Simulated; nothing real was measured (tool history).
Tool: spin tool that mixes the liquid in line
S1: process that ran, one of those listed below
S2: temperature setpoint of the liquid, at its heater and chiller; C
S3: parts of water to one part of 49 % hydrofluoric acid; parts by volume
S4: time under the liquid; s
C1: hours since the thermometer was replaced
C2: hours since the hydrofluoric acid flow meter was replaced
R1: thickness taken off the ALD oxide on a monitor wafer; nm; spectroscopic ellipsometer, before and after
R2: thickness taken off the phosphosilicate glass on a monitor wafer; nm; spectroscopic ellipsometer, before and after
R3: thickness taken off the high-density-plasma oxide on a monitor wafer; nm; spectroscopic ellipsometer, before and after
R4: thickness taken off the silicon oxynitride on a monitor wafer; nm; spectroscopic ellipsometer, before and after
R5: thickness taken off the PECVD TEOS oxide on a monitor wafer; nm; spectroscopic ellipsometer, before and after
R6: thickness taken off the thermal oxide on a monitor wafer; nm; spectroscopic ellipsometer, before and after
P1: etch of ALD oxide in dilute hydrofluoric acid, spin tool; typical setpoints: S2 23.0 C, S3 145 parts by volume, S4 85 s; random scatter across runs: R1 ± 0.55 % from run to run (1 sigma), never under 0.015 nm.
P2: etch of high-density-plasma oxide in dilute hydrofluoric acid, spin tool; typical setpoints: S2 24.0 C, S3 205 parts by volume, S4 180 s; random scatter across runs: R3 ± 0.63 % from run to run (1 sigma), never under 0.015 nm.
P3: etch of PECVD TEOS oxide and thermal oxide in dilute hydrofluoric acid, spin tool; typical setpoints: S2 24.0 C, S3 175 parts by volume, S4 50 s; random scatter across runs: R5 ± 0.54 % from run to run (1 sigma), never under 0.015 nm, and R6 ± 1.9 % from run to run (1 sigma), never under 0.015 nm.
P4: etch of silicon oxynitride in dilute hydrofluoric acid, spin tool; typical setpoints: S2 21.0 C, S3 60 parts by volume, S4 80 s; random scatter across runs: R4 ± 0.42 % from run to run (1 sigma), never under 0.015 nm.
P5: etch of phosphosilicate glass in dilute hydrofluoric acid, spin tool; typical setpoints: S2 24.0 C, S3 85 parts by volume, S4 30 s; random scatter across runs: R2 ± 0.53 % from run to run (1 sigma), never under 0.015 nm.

run,day,S1,S2,S3,S4,C1,C2,R1,R2,R3,R4,R5,R6
1,0.358,P1,23.0,145,85,494.5,1152.8,7.4667,,,,,
2,0.571,P1,28.5,145,85,499.6,1157.9,9.2353,,,,,
3,0.929,P5,24.0,85,30,508.2,1166.5,,30.611,,,,
4,1.158,P2,31.5,205,180,513.7,1172.0,,,6.5620,,,
5,1.488,P2,24.0,205,180,521.6,1179.9,,,4.9726,,,
6,1.879,P1,23.0,260,85,531.0,1189.3,3.7177,,,,,
7,2.217,P2,24.0,305,180,539.1,1197.4,,,3.0335,,,
8,2.612,P4,21.0,60,80,548.6,1206.9,,,,5.7013,,
9,2.896,P1,23.0,145,145,555.4,1213.7,12.9120,,,,,
10,3.188,P1,23.0,190,30,562.4,1220.7,1.9221,,,,,
11,3.608,P1,23.0,145,85,572.5,1230.8,7.6018,,,,,
12,3.854,P1,23.0,80,85,578.4,1236.7,14.8510,,,,,
13,4.217,P4,21.0,60,80,587.1,1245.4,,,,5.6907,,
14,4.521,P5,24.0,145,30,594.4,1252.7,,16.799,,,,
15,4.788,P3,24.0,175,50,600.8,1259.1,,,,,4.5207,1.15350
16,5.062,P3,24.0,245,50,607.4,1265.7,,,,,2.9943,0.77842
17,5.383,P4,21.0,20,80,615.1,1273.4,,,,17.4600,,
18,5.725,P3,24.0,175,50,623.3,1281.6,,,,,4.5928,1.23330
19,5.929,P1,23.0,145,85,628.2,1286.5,7.5274,,,,,
20,6.325,P2,24.0,205,315,637.7,1296.0,,,8.6678,,,
21,6.596,P1,23.0,145,15,644.2,1302.5,1.3244,,,,,
22,6.871,P5,24.0,85,15,650.8,1309.1,,15.486,,,,
23,7.279,P3,24.0,175,85,660.6,1318.9,,,,,7.7481,1.96510
24,7.696,P5,17.0,85,30,670.6,1328.9,,23.286,,,,
25,7.979,P4,21.0,60,155,677.4,1335.7,,,,10.9700,,
26,8.371,P1,19.0,145,85,686.8,1345.1,6.4986,,,,,
27,8.608,P1,23.0,145,85,692.5,1350.8,7.5783,,,,,
28,8.812,P3,17.0,175,50,697.4,1355.7,,,,,3.4613,0.90164
29,9.242,P1,27.5,75,85,707.7,1366.0,19.2130,,,,,
30,9.450,P2,24.0,205,180,712.7,1371.0,,,4.9948,,,
31,9.754,P1,23.0,145,85,720.0,1378.3,7.6766,,,,,
32,10.125,P4,17.0,60,80,728.9,1387.2,,,,4.6613,,
33,10.379,P1,23.0,145,85,735.0,1393.3,7.5381,,,,,
34,10.683,P1,23.0,145,85,742.3,1400.6,7.2755,,,,,
35,10.912,P1,23.0,145,85,747.8,1406.1,7.0948,,,,,
36,11.188,P1,23.0,145,85,754.4,1412.7,7.0977,,,,,
37,11.517,P1,23.0,145,85,762.3,1420.6,6.9923,,,,,
38,11.767,P1,23.0,145,85,768.3,1426.6,6.8989,,,,,
39,12.108,P1,23.0,145,85,776.5,1434.8,6.8969,,,,,
40,12.383,P1,23.0,145,85,783.1,1441.4,6.9192,,,,,

What P1 gives has crept away from where it was. These 2 causes fit the log equally well, each at the size given:
A: hydrofluoric acid flow below the setpoint (%) = 7.3
B: liquid colder than its thermometer reads (K) = 2.26
Creep in the process output first set in at about day 10.379.

4 check runs are offered, each on 2 wafers whose results are averaged, their results left as question marks. Which one tells the causes apart?
check 1,12.658,P2,24.0,205,180,,,,,?,,,
check 2,12.658,P3,24.0,175,50,,,,,,,?,?
check 3,12.658,P4,21.0,60,80,,,,,,?,,
check 4,12.658,P5,24.0,85,30,,,,?,,,,

Expected result of each check under each candidate cause:
check,result,if A,if B
check 1,R3,4.5231,4.5621
check 2,R5,4.1487,4.1694
check 2,R6,1.09050,1.09590
check 3,R4,5.2571,5.0818
check 4,R2,28.229,28.024
Minimum pairwise separation of causes per check, each pair taken at its best-separating result: check 1 0.86 %; check 2 0.5 %; check 3 3.39 %; check 4 0.73 %
The other checks would show nearly matching results whichever cause is true, so check 3 is the only one that separates the causes.

Check 3 has now been run. It gave: R4 5.0734 nm. Which of the candidate causes is it?

It was cause B: liquid colder than its thermometer reads (K).

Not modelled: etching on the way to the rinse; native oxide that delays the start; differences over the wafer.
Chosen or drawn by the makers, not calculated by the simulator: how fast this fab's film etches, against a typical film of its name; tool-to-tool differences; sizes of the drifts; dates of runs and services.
